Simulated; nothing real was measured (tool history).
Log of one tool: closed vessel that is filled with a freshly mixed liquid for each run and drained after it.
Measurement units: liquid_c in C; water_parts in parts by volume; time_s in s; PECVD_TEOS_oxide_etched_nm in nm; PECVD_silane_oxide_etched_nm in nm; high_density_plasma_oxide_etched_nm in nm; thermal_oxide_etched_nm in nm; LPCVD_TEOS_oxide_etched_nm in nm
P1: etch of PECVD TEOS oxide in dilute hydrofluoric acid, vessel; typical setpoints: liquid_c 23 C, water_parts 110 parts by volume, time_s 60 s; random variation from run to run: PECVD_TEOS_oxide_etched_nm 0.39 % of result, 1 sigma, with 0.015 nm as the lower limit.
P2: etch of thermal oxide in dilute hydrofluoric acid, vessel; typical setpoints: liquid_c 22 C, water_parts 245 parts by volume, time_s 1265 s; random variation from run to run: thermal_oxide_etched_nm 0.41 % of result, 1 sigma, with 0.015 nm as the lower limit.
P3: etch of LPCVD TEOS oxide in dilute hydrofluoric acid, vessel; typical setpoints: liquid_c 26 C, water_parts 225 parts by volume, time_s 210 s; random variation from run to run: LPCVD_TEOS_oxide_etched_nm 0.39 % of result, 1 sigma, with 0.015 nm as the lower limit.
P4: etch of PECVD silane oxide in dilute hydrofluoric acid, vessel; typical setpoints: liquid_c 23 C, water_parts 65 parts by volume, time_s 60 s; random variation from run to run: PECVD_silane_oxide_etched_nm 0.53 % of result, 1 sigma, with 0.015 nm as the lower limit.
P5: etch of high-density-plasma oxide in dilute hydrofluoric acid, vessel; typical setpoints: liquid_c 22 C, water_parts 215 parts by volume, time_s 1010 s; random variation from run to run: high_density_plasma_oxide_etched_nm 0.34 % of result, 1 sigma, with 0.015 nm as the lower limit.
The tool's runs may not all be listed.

| run | day | process | liquid_c | water_parts | time_s | PECVD_TEOS_oxide_etched_nm | PECVD_silane_oxide_etched_nm | high_density_plasma_oxide_etched_nm | thermal_oxide_etched_nm | LPCVD_TEOS_oxide_etched_nm |
|---|---|---|---|---|---|---|---|---|---|---|
| 1 | 0.429 | P1 | 23 | 110 | 60 | 14.315 |  |  |  |  |
| 2 | 0.892 | P4 | 23 | 65 | 115 |  | 32.814 |  |  |  |
| 3 | 1.15 | P1 | 23 | 180 | 60 | 8.0713 |  |  |  |  |
| 4 | 1.692 | P5 | 22 | 65 | 1010 |  |  | 75.805 |  |  |
| 5 | 2.008 | P1 | 17 | 110 | 90 | 16.855 |  |  |  |  |
| 6 | 2.538 | P1 | 27 | 110 | 60 | 16.66 |  |  |  |  |
| 7 | 2.821 | P2 | 22 | 245 | 230 |  |  |  | 3.446 |  |
| 8 | 3.071 | P1 | 29 | 185 | 60 | 9.7745 |  |  |  |  |
| 9 | 3.333 | P1 | 23 | 30 | 60 | 58.371 |  |  |  |  |
| 10 | 3.821 | P3 | 26 | 225 | 210 |  |  |  |  | 17.394 |
| 11 | 4.358 | P5 | 22 | 215 | 1010 |  |  | 19.356 |  |  |
| 12 | 4.638 | P2 | 17.5 | 245 | 1265 |  |  |  | 16.008 |  |
| 13 | 4.892 | P1 | 17 | 110 | 60 | 11.254 |  |  |  |  |
| 14 | 5.175 | P5 | 29.5 | 215 | 1010 |  |  | 25.376 |  |  |
| 15 | 5.438 | P3 | 26 | 225 | 80 |  |  |  |  | 6.5674 |
| 16 | 5.879 | P3 | 26 | 380 | 210 |  |  |  |  | 8.7333 |
| 17 | 6.412 | P3 | 26 | 225 | 210 |  |  |  |  | 17.25 |
| 18 | 6.679 | P1 | 23 | 110 | 60 | 14.396 |  |  |  |  |
| 19 | 7.171 | P2 | 22 | 245 | 1265 |  |  |  | 18.826 |  |
| 20 | 7.588 | P1 | 23 | 110 | 60 | 14.444 |  |  |  |  |
| 21 | 7.867 | P4 | 30 | 65 | 60 |  | 22.584 |  |  |  |
| 22 | 8.308 | P1 | 23 | 110 | 60 | 14.292 |  |  |  |  |
| 23 | 8.658 | P5 | 22 | 215 | 1010 |  |  | 19.343 |  |  |
| 24 | 9.142 | P4 | 23 | 65 | 60 |  | 17.405 |  |  |  |
| 25 | 9.621 | P2 | 22 | 355 | 1265 |  |  |  | 11.881 |  |
|  | 9.65 | hydrofluoric acid flow meter replaced |
| 26 | 10.154 | P1 | 23 | 110 | 30 | 7.1824 |  |  |  |  |
| 27 | 10.4 | P1 | 23 | 110 | 100 | 23.879 |  |  |  |  |
| 28 | 10.746 | P3 | 31.5 | 225 | 210 |  |  |  |  | 20.82 |
| 29 | 10.996 | P4 | 23 | 20 | 60 |  | 60.217 |  |  |  |
| 30 | 11.5 | P5 | 22 | 215 | 1735 |  |  | 33.136 |  |  |
| 31 | 11.988 | P1 | 23 | 110 | 60 | 14.335 |  |  |  |  |
| 32 | 12.5 | P1 | 23 | 110 | 60 | 14.249 |  |  |  |  |
| 33 | 12.812 | P1 | 23 | 110 | 60 | 14.943 |  |  |  |  |
| 34 | 13.358 | P1 | 23 | 110 | 60 | 15.478 |  |  |  |  |
| 35 | 13.758 | P1 | 23 | 110 | 60 | 15.472 |  |  |  |  |
| 36 | 14.004 | P1 | 23 | 110 | 60 | 15.49 |  |  |  |  |
| 37 | 14.304 | P1 | 23 | 110 | 60 | 15.592 |  |  |  |  |
| 38 | 14.783 | P1 | 23 | 110 | 60 | 15.47 |  |  |  |  |

P1 has crept away from where it was. The log is fitted equally well by each of these 2 causes, at the sizes shown:
A: hydrofluoric acid flow above the setpoint (%) = 7.83
B: liquid hotter than its thermometer reads (K) = 2.17
Creep in the process output first set in at about day 12.5.

Consider the 4 single-wafer check runs listed below, results given as question marks: which one distinguishes between the causes by giving clearly different results for each?
| check 1 | 15.262 | P4 | 30 | 25 | 60 |  | ? |  |  |  |
| check 2 | 15.262 | P2 | 18.5 | 245 | 330 |  |  |  | ? |  |
| check 3 | 15.262 | P3 | 26 | 380 | 210 |  |  |  |  | ? |
| check 4 | 15.262 | P5 | 22 | 85 | 1570 |  |  | ? |  |  |

How each check would come out, cause by cause:
| check | result | if A | if B |
|---|---|---|---|
| check 1 | PECVD_silane_oxide_etched_nm | 68.139 | 68.696 |
| check 2 | thermal_oxide_etched_nm | 4.7677 | 4.7222 |
| check 3 | LPCVD_TEOS_oxide_etched_nm | 9.6801 | 9.3691 |
| check 4 | high_density_plasma_oxide_etched_nm | 95.199 | 95.661 |
Distance between the nearest two causes, measured in the result of the check that separates them most: check 1 0.81 %; check 2 0.96 %; check 3 3.27 %; check 4 0.48 %
The causes can be told apart only by check 3. The other checks would give nearly the same results under each of them.

With check 3 done, the readings were: LPCVD_TEOS_oxide_etched_nm 9.3278 nm. Identify which of the listed causes applies.

The cause is B: liquid hotter than its thermometer reads (K).
